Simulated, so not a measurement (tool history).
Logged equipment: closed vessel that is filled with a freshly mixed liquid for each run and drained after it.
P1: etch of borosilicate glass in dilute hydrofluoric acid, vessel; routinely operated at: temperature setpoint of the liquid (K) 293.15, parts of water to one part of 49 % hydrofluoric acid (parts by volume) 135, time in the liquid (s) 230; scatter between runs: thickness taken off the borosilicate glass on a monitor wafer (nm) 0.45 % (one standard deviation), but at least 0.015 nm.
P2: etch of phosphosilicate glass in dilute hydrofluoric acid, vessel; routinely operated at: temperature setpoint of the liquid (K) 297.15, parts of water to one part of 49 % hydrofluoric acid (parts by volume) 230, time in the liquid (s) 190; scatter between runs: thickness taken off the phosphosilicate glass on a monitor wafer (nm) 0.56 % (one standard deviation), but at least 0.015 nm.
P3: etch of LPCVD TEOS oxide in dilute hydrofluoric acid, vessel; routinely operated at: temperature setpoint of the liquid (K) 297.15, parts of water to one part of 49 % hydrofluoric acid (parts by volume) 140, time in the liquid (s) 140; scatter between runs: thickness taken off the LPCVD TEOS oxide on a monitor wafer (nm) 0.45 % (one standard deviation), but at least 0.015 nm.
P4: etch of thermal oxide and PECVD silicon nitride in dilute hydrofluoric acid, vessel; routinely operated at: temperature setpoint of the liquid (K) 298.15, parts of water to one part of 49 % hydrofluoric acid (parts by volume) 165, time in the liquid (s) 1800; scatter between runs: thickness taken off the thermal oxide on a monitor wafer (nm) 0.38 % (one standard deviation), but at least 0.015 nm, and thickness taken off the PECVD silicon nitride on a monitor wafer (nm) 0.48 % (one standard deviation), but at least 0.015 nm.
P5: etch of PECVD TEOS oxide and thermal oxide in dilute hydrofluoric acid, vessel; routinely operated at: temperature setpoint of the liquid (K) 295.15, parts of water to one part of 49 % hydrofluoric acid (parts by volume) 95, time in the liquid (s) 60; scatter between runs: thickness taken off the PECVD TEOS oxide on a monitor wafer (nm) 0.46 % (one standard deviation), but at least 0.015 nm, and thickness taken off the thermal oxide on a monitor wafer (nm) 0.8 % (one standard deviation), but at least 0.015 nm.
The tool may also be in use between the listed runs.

run,hour,process that ran,temperature setpoint of the liquid (K),parts of water to one part of 49 % hydrofluoric acid (parts by volume),time in the liquid (s),hours since the thermometer was replaced,hours since the hydrofluoric acid flow meter was replaced,thickness taken off the borosilicate glass on a monitor wafer (nm),thickness taken off the phosphosilicate glass on a monitor wafer (nm),thickness taken off the PECVD TEOS oxide on a monitor wafer (nm),thickness taken off the thermal oxide on a monitor wafer (nm),thickness taken off the PECVD silicon nitride on a monitor wafer (nm),thickness taken off the LPCVD TEOS oxide on a monitor wafer (nm)
1,13.1,P1,293.15,135,230,176.1,608.0,26.8770,,,,,
2,23.3,P2,297.15,230,330,186.3,618.2,,74.786,,,,
3,40.9,P5,295.15,95,60,203.9,635.8,,,13.8750,2.6965,,
4,49.1,P4,298.15,165,3490,212.1,644.0,,,,94.1840,120.270,
5,58.5,P2,297.15,230,190,221.5,653.4,,43.264,,,,
6,66.8,P4,298.15,165,1800,229.8,661.7,,,,48.7160,61.718,
7,79.9,P4,298.15,45,1800,242.9,674.8,,,,206.3000,225.070,
# hour 88.5: thermometer replaced
8,91.6,P4,304.15,165,1800,3.2,686.5,,,,60.3840,90.012,
9,105.1,P5,295.15,95,60,16.7,700.0,,,13.9610,2.6420,,
10,119.9,P3,297.15,25,140,31.5,714.8,,,,,,345.420
11,134.5,P1,293.15,215,230,46.1,729.4,15.5700,,,,,
12,150.9,P5,290.15,95,60,62.5,745.8,,,11.1830,2.2072,,
13,162.6,P3,297.15,140,140,74.2,757.5,,,,,,52.564
14,175.8,P1,293.15,135,30,87.4,770.7,3.5272,,,,,
15,184.2,P1,290.15,135,230,95.8,779.1,23.9450,,,,,
16,195.1,P4,298.15,165,1800,106.7,790.0,,,,48.1080,61.807,
17,208.4,P3,297.15,140,140,120.0,803.3,,,,,,53.211
18,221.5,P2,297.15,80,190,133.1,816.4,,147.120,,,,
19,233.9,P1,293.15,135,465,145.5,828.8,54.1960,,,,,
20,246.6,P1,293.15,135,230,158.2,841.5,26.8690,,,,,
21,256.6,P5,295.15,140,60,168.2,851.5,,,8.9583,1.7588,,
22,268.2,P1,293.15,135,230,179.8,863.1,27.1170,,,,,
23,280.7,P1,293.15,135,230,192.3,875.6,26.9970,,,,,
24,295.6,P1,300.65,135,230,207.2,890.5,36.0110,,,,,
25,304.6,P1,293.15,135,230,216.2,899.5,27.0210,,,,,
26,316.3,P2,290.15,230,190,227.9,911.2,,33.118,,,,
27,324.9,P2,297.15,230,190,236.5,919.8,,43.286,,,,
28,334.0,P1,293.15,20,230,245.6,928.9,207.9400,,,,,
29,344.1,P3,297.15,140,230,255.7,939.0,,,,,,87.633
30,355.3,P1,290.15,135,435,266.9,950.2,45.0650,,,,,
31,367.2,P5,295.15,95,30,278.8,962.1,,,6.9546,1.3351,,
32,379.0,P1,293.15,135,230,290.6,973.9,27.1810,,,,,
33,387.2,P3,304.65,140,140,298.8,982.1,,,,,,70.138
34,397.0,P1,293.15,135,230,308.6,991.9,26.8190,,,,,
35,411.6,P1,293.15,135,230,323.2,1006.5,25.8240,,,,,
36,420.4,P1,293.15,135,230,332.0,1015.3,25.5820,,,,,
37,429.4,P1,293.15,135,230,341.0,1024.3,25.4510,,,,,
38,440.6,P1,293.15,135,230,352.2,1035.5,25.1430,,,,,
39,448.4,P1,293.15,135,230,360.0,1043.3,25.2740,,,,,
40,457.7,P1,293.15,135,230,369.3,1052.6,25.3770,,,,,
41,466.7,P1,293.15,135,230,378.3,1061.6,24.9770,,,,,

Compared with where it was, what P1 gives has crept away. Each cause listed below fits the log as well as the rest, at the size given for it:
A: hydrofluoric acid flow below the setpoint (%) = 5.78
B: liquid colder than its thermometer reads (K) = 1.69
The creep began at about hour 397.0.

4 check runs are offered, one wafer each, their results left as question marks. Which one tells the causes apart?
check 1,475.7,P3,303.65,35,140,,,,,,,,?
check 2,475.7,P4,303.15,165,3445,,,,,,?,?,
check 3,475.7,P5,290.15,95,60,,,,,?,?,,
check 4,475.7,P2,293.15,230,270,,,,?,,,,

What every check run would give for each of its results, assuming each possible cause in turn:
check,result,if A,if B
check 1,thickness taken off the LPCVD TEOS oxide on a monitor wafer (nm),297.200,295.880
check 2,thickness taken off the thermal oxide on a monitor wafer (nm),103.8400,105.0800
check 2,thickness taken off the PECVD silicon nitride on a monitor wafer (nm),151.810,145.430
check 3,thickness taken off the PECVD TEOS oxide on a monitor wafer (nm),10.5640,10.4960
check 3,thickness taken off the thermal oxide on a monitor wafer (nm),2.0649,2.0517
check 4,thickness taken off the phosphosilicate glass on a monitor wafer (nm),49.036,49.436
Smallest distance between any two causes, each pair judged by its most separating result, in per cent: check 1 0.44 %; check 2 4.29 %; check 3 0.64 %; check 4 0.81 %
Only in check 2 would the causes give clearly different results; in the remaining checks their results would be nearly the same.

Then check 2 was run and gave: thickness taken off the thermal oxide on a monitor wafer (nm) 103.8000; thickness taken off the PECVD silicon nitride on a monitor wafer (nm) 152.290. Which cause is it?

The cause is A: hydrofluoric acid flow below the setpoint (%).
